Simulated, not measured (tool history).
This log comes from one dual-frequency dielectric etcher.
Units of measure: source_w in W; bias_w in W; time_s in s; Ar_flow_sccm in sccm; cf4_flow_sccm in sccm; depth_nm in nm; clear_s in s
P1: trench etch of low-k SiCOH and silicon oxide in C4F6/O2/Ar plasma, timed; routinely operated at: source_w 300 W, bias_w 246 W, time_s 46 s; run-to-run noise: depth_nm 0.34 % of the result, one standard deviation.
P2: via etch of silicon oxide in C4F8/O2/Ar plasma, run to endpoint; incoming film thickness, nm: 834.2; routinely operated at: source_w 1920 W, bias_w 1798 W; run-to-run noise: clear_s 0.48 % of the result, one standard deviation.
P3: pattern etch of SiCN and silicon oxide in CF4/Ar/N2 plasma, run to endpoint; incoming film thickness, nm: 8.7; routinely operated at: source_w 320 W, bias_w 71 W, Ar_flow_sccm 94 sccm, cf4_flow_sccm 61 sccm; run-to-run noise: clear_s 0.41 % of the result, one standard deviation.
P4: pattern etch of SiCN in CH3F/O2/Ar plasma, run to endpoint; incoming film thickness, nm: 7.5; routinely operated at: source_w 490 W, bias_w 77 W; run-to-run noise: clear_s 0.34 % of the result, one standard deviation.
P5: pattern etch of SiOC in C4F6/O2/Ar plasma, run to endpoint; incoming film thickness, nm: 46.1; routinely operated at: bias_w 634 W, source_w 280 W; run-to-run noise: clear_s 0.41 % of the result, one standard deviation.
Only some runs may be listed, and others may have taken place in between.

run   hour  process  source_w  bias_w  time_s  Ar_flow_sccm  cf4_flow_sccm  hours since the last wet clean  hours since the last source power generator calibration  hours since the last bias power generator calibration  depth_nm  clear_s
  1    4.8       P1       300     246      46                                                          155                                                   1626.8                                                 2520.6    144.68
  2    9.7       P3       320      71                    94             61                           159.9                                                   1631.7                                                 2525.5             14.184
  3   14.7       P1       370     246      46                                                        164.9                                                   1636.7                                                 2530.5    158.15
  4   20.5       P2      1920    1798                                                                170.7                                                   1642.5                                                 2536.3             172.21
  5   25.9       P1       300     246    68.5                                                        176.1                                                   1647.9                                                 2541.7    218.18
  6   30.4       P3       320      71                   128             61                           180.6                                                   1652.4                                                 2546.2             14.826
      32.5  -- bias power generator calibrated
  7   33.6       P4       490      47                                                                183.8                                                   1655.6                                                    1.1             21.405
  8   38.9       P1       300     246      36                                                        189.1                                                   1660.9                                                    6.4     113.7
  9   44.3       P3       320      71                    94             61                           194.5                                                   1666.3                                                   11.8             14.214
 10   47.9       P4       350      77                                                                198.1                                                   1669.9                                                   15.4             20.576
 11   51.8       P2      1480    1798                                                                  202                                                   1673.8                                                   19.3             191.86
 12   54.9       P1       300     246      46                                                        205.1                                                   1676.9                                                   22.4    145.85
 13   59.6       P3       320      47                    94             61                           209.8                                                   1681.6                                                   27.1             16.269
 14   63.6       P3       380      71                    94             61                           213.8                                                   1685.6                                                   31.1              12.32
 15   69.3       P1       190     246      46                                                        219.5                                                   1691.3                                                   36.8    122.68
 16   73.6       P1       300     246      46                                                        223.8                                                   1695.6                                                   41.1    145.98
 17   79.6       P1       300     169      46                                                        229.8                                                   1701.6                                                   47.1    129.07
 18   85.7       P5       280     634                                                                235.9                                                   1707.7                                                   53.2             16.251
 19   89.3       P2      1920    2497                                                                239.5                                                   1711.3                                                   56.8             155.21
 20   92.7       P1       300     246      46                                                        242.9                                                   1714.7                                                   60.2    145.76
 21   96.5       P2      1920    1798                                                                246.7                                                   1718.5                                                     64             172.24
 22  102.3       P1       300     246      46                                                        252.5                                                   1724.3                                                   69.8    146.29
 23  107.1       P5       390     634                                                                257.3                                                   1729.1                                                   74.6             14.547
 24  113.4       P5       280     804                                                                263.6                                                   1735.4                                                   80.9             14.882
 25  118.4       P3       320      71                    94             38                           268.6                                                   1740.4                                                   85.9              15.27
 26  123.7       P5       280     634                                                                273.9                                                   1745.7                                                   91.2             16.318
 27  129.6       P1       300     299      46                                                        279.8                                                   1751.6                                                   97.1    156.33
 28  134.3       P4       490      77                                                                284.5                                                   1756.3                                                  101.8             18.235
 29  140.4       P1       190     159      46                                                        290.6                                                   1762.4                                                  107.9    105.86
 30  145.1       P1       300     246      46                                                        295.3                                                   1767.1                                                  112.6    145.81
 31  150.1       P1       300     246      46                                                        300.3                                                   1772.1                                                  117.6    145.37
 32  154.3       P1       300     246      46                                                        304.5                                                   1776.3                                                  121.8    143.94
 33  159.6       P1       300     246      46                                                        309.8                                                   1781.6                                                  127.1    144.62
 34    166       P1       300     246      46                                                        316.2                                                     1788                                                  133.5    143.85
 35  172.2       P1       300     246      46                                                        322.4                                                   1794.2                                                  139.7    143.93
 36  177.4       P1       300     246      46                                                        327.6                                                   1799.4                                                  144.9    143.61
       178  -- wet clean of the chamber
 37  181.6       P1       300     246      46                                                          3.6                                                   1803.6                                                  149.1    143.62
 38  185.9       P1       300     246      46                                                          7.9                                                   1807.9                                                  153.4    142.68
 39  188.8       P1       300     246      46                                                         10.8                                                   1810.8                                                  156.3    142.91
 40  192.9       P1       300     246      46                                                         14.9                                                   1814.9                                                  160.4    143.12

The output of P1 has drifted from where it used to be. Each of the 2 causes below, taken at the size shown beside it, accounts for the log equally well:
A: source power that arrives under what is set, % = 4.34
B: bias power that arrives under what is set, % = 4.82
At approximately hour 145.1, the process output began to creep.
Excluded causes, each with its reason:
chamber walls in a state that lowers the etch rate, %: was serviced at hour 178, once the creep was under way, yet the earlier output never came back

Each of the check runs listed below is run on 2 wafers and reports their average, with the results left as question marks. Pick the one under which the possible causes would lead to clearly different results.
check 1   197       P4       490      77                                                                                                                                                                                                       ?
check 2   197       P5       280     634                                                                                                                                                                                                       ?
check 3   197       P2      1920    1798                                                                                                                                                                                                       ?
check 4   197       P3       320      71                    94             61                                                                                                                                                                  ?

Predicted outcomes, by check and by cause:
  check   result    if A    if B
check 1  clear_s  18.421  18.433
check 2  clear_s    16.6  16.653
check 3  clear_s     175  174.29
check 4  clear_s  14.771  14.452
Per check, the gap between the least separated pair of causes, taken in the result that splits them most: check 1 0.07 %; check 2 0.32 %; check 3 0.41 %; check 4 2.18 %
Only in check 4 would the causes give clearly different results; in the remaining checks their results would be nearly the same.

With check 4 done, the readings were: clear_s 14.455 s. Identify which of the listed causes applies.

The cause is B: bias power that arrives under what is set, %.
